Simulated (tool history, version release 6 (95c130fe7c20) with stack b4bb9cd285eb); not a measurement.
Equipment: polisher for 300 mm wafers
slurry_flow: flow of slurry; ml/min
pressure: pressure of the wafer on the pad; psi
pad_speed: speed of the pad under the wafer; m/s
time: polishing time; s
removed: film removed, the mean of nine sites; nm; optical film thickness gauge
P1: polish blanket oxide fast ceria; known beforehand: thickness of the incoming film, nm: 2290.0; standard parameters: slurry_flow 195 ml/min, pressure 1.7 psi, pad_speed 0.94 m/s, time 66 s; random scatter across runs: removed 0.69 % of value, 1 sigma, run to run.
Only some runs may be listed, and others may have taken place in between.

run   hour  slurry_flow  pressure  pad_speed  time  removed
  1    6.5          195       1.7       0.94    66   505.37
  2   18.1          195       1.7       0.94    32   242.74
  3   24.7          265       1.7       0.94    95   747.68
  4   35.5          195       1.7       0.94    66   502.93
  5   43.2          195       1.7       0.44    66   239.07
  6   49.4          195       1.7       0.94   103   783.70
  7   61.2          250       1.7       0.94    66   516.66
  8   70.4          195       0.8       0.94    66   236.33
  9   79.2          115       1.7       0.94    66   460.36
 10   89.1          195       1.7       0.94    66   504.82
      90.2  -- head pressure recalibrated
 11  100.3          195       1.7       1.44    66   770.42
 12  112.1          195       1.7       0.94    66   499.10
 13  120.7          195       1.7       0.94    66   499.40
 14  132.1          195       2.5       0.94    66   741.23
 15  137.7          195       1.7       0.94    66   497.47
 16  148.0          195       1.7       0.94    66   482.94

Predict the results of run 17:
 17  156.4          195       1.7       0.94    66        ?

Run 17 yielded removed 476.84 nm.

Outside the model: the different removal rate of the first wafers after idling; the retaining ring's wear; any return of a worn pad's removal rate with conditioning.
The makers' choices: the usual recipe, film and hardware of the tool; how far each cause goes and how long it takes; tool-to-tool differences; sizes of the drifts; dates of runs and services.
